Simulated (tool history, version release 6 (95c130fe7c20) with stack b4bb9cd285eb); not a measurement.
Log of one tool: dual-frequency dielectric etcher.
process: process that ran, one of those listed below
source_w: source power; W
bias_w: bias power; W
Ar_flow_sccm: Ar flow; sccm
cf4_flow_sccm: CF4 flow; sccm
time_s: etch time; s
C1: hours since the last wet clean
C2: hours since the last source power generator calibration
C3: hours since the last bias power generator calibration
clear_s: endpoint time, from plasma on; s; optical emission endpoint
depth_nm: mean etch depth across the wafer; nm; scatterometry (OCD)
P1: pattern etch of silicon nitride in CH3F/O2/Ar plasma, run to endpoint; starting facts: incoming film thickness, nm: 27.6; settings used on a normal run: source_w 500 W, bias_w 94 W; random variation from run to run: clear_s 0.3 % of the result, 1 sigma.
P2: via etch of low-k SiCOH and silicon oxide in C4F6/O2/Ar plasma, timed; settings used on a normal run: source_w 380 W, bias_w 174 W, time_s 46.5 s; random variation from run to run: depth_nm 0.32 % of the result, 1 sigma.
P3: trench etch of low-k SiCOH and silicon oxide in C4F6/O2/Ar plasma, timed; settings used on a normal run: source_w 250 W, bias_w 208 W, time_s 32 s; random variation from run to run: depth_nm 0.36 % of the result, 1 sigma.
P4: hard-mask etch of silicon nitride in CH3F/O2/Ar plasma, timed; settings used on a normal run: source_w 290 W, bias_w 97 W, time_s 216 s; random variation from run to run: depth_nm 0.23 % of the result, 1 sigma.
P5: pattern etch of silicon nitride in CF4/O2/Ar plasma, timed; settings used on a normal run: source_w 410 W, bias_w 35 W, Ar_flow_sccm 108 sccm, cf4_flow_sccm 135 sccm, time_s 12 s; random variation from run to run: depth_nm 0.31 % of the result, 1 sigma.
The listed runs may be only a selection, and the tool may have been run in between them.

run 1 day=0.117 | process=P1 source_w=500 bias_w=94 | C1=157.1 C2=3616.5 C3=1155.9 | clear_s=33.343
run 2 day=0.254 | process=P5 source_w=320 bias_w=35 Ar_flow_sccm=108 cf4_flow_sccm=135 time_s=12 | C1=160.4 C2=3619.8 C3=1159.2 | depth_nm=13.468
run 3 day=0.425 | process=P5 source_w=410 bias_w=35 Ar_flow_sccm=108 cf4_flow_sccm=135 time_s=7 | C1=164.5 C2=3623.9 C3=1163.3 | depth_nm=9.6998
run 4 day=0.525 | process=P1 source_w=670 bias_w=94 | C1=166.9 C2=3626.3 C3=1165.7 | clear_s=30.143
run 5 day=0.708 | process=P5 source_w=410 bias_w=35 Ar_flow_sccm=108 cf4_flow_sccm=135 time_s=12 | C1=171.3 C2=3630.7 C3=1170.1 | depth_nm=16.699
run 6 day=0.908 | process=P1 source_w=500 bias_w=115 | C1=176.1 C2=3635.5 C3=1174.9 | clear_s=31.235
run 7 day=1.017 | process=P1 source_w=500 bias_w=76 | C1=178.7 C2=3638.1 C3=1177.5 | clear_s=36.229
run 8 day=1.208 | process=P2 source_w=270 bias_w=174 time_s=46.5 | C1=183.3 C2=3642.7 C3=1182.1 | depth_nm=103.47
run 9 day=1.3 | process=P1 source_w=500 bias_w=94 | C1=185.5 C2=3644.9 C3=1184.3 | clear_s=33.469
run 10 day=1.483 | process=P2 source_w=380 bias_w=174 time_s=46.5 | C1=189.9 C2=3649.3 C3=1188.7 | depth_nm=118.56
run 11 day=1.596 | process=P5 source_w=410 bias_w=35 Ar_flow_sccm=108 cf4_flow_sccm=173 time_s=12 | C1=192.6 C2=3652 C3=1191.4 | depth_nm=17.187
run 12 day=1.771 | process=P5 source_w=410 bias_w=44 Ar_flow_sccm=108 cf4_flow_sccm=135 time_s=12 | C1=196.8 C2=3656.2 C3=1195.6 | depth_nm=18.189
run 13 day=1.975 | process=P4 source_w=290 bias_w=97 time_s=282 | C1=201.7 C2=3661.1 C3=1200.5 | depth_nm=189.7
run 14 day=2.088 | process=P5 source_w=410 bias_w=35 Ar_flow_sccm=108 cf4_flow_sccm=135 time_s=12 | C1=204.4 C2=3663.8 C3=1203.2 | depth_nm=16.732
run 15 day=2.196 | process=P1 source_w=400 bias_w=94 | C1=207 C2=3666.4 C3=1205.8 | clear_s=36.42
run 16 day=2.288 | process=P5 source_w=410 bias_w=35 Ar_flow_sccm=88 cf4_flow_sccm=135 time_s=12 | C1=209.2 C2=3668.6 C3=1208 | depth_nm=17.103
run 17 day=2.429 | process=P3 source_w=310 bias_w=208 time_s=32 | C1=212.6 C2=3672 C3=1211.4 | depth_nm=91.686
run 18 day=2.546 | process=P1 source_w=500 bias_w=94 | C1=215.4 C2=3674.8 C3=1214.2 | clear_s=33.72
run 19 day=2.683 | process=P1 source_w=500 bias_w=94 | C1=218.7 C2=3678.1 C3=1217.5 | clear_s=33.467
run 20 day=2.833 | process=P3 source_w=250 bias_w=208 time_s=32 | C1=222.3 C2=3681.7 C3=1221.1 | depth_nm=84.643
run 21 day=3 | process=P3 source_w=250 bias_w=208 time_s=32 | C1=226.3 C2=3685.7 C3=1225.1 | depth_nm=84.265
run 22 day=3.204 | process=P4 source_w=380 bias_w=97 time_s=216 | C1=231.2 C2=3690.6 C3=1230 | depth_nm=160.92
run 23 day=3.321 | process=P3 source_w=250 bias_w=157 time_s=32 | C1=234 C2=3693.4 C3=1232.8 | depth_nm=76.994
run 24 day=3.462 | process=P3 source_w=250 bias_w=208 time_s=46 | C1=237.4 C2=3696.8 C3=1236.2 | depth_nm=120.3
run 25 day=3.571 | process=P1 source_w=500 bias_w=94 | C1=240 C2=3699.4 C3=1238.8 | clear_s=33.371
run 26 day=3.688 | process=P4 source_w=290 bias_w=68 time_s=216 | C1=242.8 C2=3702.2 C3=1241.6 | depth_nm=128.08
run 27 day=3.838 | process=P4 source_w=290 bias_w=97 time_s=216 | C1=246.4 C2=3705.8 C3=1245.2 | depth_nm=145.68
run 28 day=4.004 | process=P2 source_w=380 bias_w=174 time_s=46.5 | C1=250.4 C2=3709.8 C3=1249.2 | depth_nm=118.68
run 29 day=4.15 | process=P2 source_w=380 bias_w=174 time_s=65.5 | C1=253.9 C2=3713.3 C3=1252.7 | depth_nm=166.83
run 30 day=4.242 | process=P1 source_w=500 bias_w=94 | C1=256.1 C2=3715.5 C3=1254.9 | clear_s=33.502
run 31 day=4.329 | process=P4 source_w=290 bias_w=97 time_s=216 | C1=258.2 C2=3717.6 C3=1257 | depth_nm=145.31
run 32 day=4.496 | process=P2 source_w=380 bias_w=121 time_s=46.5 | C1=262.2 C2=3721.6 C3=1261 | depth_nm=105.65
run 33 day=4.7 | process=P1 source_w=650 bias_w=64 | C1=267.1 C2=3726.5 C3=1265.9 | clear_s=34.286
run 34 day=4.792 | process=P1 source_w=500 bias_w=94 | C1=269.3 C2=3728.7 C3=1268.1 | clear_s=33.37
run 35 day=4.933 | process=P1 source_w=500 bias_w=94 | C1=272.7 C2=3732.1 C3=1271.5 | clear_s=33.198
run 36 day=5.029 | process=P1 source_w=500 bias_w=94 | C1=275 C2=3734.4 C3=1273.8 | clear_s=33.169
run 37 day=5.188 | process=P1 source_w=500 bias_w=94 | C1=278.8 C2=3738.2 C3=1277.6 | clear_s=33.136
-- day=5.225 wet clean of the chamber
run 38 day=5.342 | process=P1 source_w=500 bias_w=94 | C1=2.9 C2=3741.9 C3=1281.3 | clear_s=33.127
run 39 day=5.438 | process=P1 source_w=500 bias_w=94 | C1=5.2 C2=3744.2 C3=1283.6 | clear_s=33.163
run 40 day=5.612 | process=P1 source_w=500 bias_w=94 | C1=9.4 C2=3748.4 C3=1287.8 | clear_s=32.945

Something has made what P1 gives creep away from where it was; the 2 causes below, each at its own stated size, fit the log equally well:
A: source power that arrives over what is set, % = 4.12
B: bias power that arrives over what is set, % = 4.31
The gradual shift began around day 4.792.
Excluded causes, each with its reason:
chamber walls in a state that raises the etch rate, %: its service at day 5.225 followed the start of the drift and did not put the process back to its old value

4 check runs are offered, each on 2 wafers whose results are averaged, their results left as question marks. Which one tells the causes apart?
run check 1 day=5.788 | process=P4 source_w=290 bias_w=97 time_s=216 | depth_nm=?
run check 2 day=5.788 | process=P3 source_w=250 bias_w=208 time_s=32 | depth_nm=?
run check 3 day=5.788 | process=P5 source_w=410 bias_w=35 Ar_flow_sccm=108 cf4_flow_sccm=135 time_s=12 | depth_nm=?
run check 4 day=5.788 | process=P2 source_w=380 bias_w=174 time_s=46.5 | depth_nm=?

Expected result of each check under each candidate cause:
check=check_1 result=depth_nm if_A=147.85 if_B=147.98
check=check_2 result=depth_nm if_A=85.768 if_B=85.665
check=check_3 result=depth_nm if_A=17.291 if_B=16.928
check=check_4 result=depth_nm if_A=120.11 if_B=119.82
Distance between the nearest two causes, measured in the result of the check that separates them most: check 1 0.08 %; check 2 0.12 %; check 3 2.12 %; check 4 0.24 %
Of the check runs offered, only check 3 discriminates between the causes; the rest would read about the same regardless of which cause applies.

With check 3 done, the readings were: depth_nm 17.272 nm. Identify which of the listed causes applies.

The cause is A: source power that arrives over what is set, %.
